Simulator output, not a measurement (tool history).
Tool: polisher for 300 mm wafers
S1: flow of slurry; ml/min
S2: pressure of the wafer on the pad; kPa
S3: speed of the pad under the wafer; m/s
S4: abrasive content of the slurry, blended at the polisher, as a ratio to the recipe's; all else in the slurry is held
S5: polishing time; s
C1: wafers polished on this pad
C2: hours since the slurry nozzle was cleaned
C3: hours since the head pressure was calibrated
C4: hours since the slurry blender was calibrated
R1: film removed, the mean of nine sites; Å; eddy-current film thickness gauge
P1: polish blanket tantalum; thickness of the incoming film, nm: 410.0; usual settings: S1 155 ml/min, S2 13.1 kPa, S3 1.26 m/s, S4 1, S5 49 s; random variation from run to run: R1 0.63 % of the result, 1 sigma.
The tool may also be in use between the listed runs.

run   hour   S1    S2    S3   S4  S5    C1     C2     C3     C4      R1
  1    9.5  155  13.1  1.26    1  49   604  345.6  152.7   85.5  900.84
  2   19.2  155  20.7  1.96    1  49   694  355.3  162.4   95.2  2216.3
  3   33.6  155   8.3  1.26    1  49   828  369.7  176.8  109.6  566.78
  4   48.6  155  17.9  1.26    1  49   968  384.7  191.8  124.6  1225.2
  5   57.3  155  13.1  1.26    1  49  1049  393.4  200.5  133.3  899.01
  6   68.2  155  13.1  1.26  0.7  49  1150  404.3  211.4  144.2  804.95
  7   82.2  155  13.1  1.26    1  49  1280  418.3  225.4  158.2  915.45
      89.3  -- slurry blender recalibrated
  8   92.3  155  13.1  1.26    1  49  1374  428.4  235.5      3  891.42
  9  100.2   95  13.1  1.26    1  49  1448  436.3  243.4   10.9  818.24
 10  110.7  155  13.1  1.74    1  49  1546  446.8  253.9   21.4  1239.1
 11  117.8  155  13.1  1.26    1  62  1612  453.9    261   28.5  1142.4
 12  128.1  155  13.1  1.26    1  49  1708  464.2  271.3   38.8  905.35
 13  139.7  155  13.1  1.26    1  49  1816  475.8  282.9   50.4   902.5
 14  146.8  155  13.1   0.6    1  49  1882  482.9    290   57.5  425.86
 15  159.4  245  13.1  1.26    1  49  1999  495.5  302.6   70.1  951.23
 16  167.7  155  13.1  1.26    1  25  2076  503.8  310.9   78.4  457.93

Forecast run 17:
 17  182.6  155  13.1  1.26  1.25  49  2215  518.7  325.8  93.3   ?

Run 17 gave R1 955.38 Å.
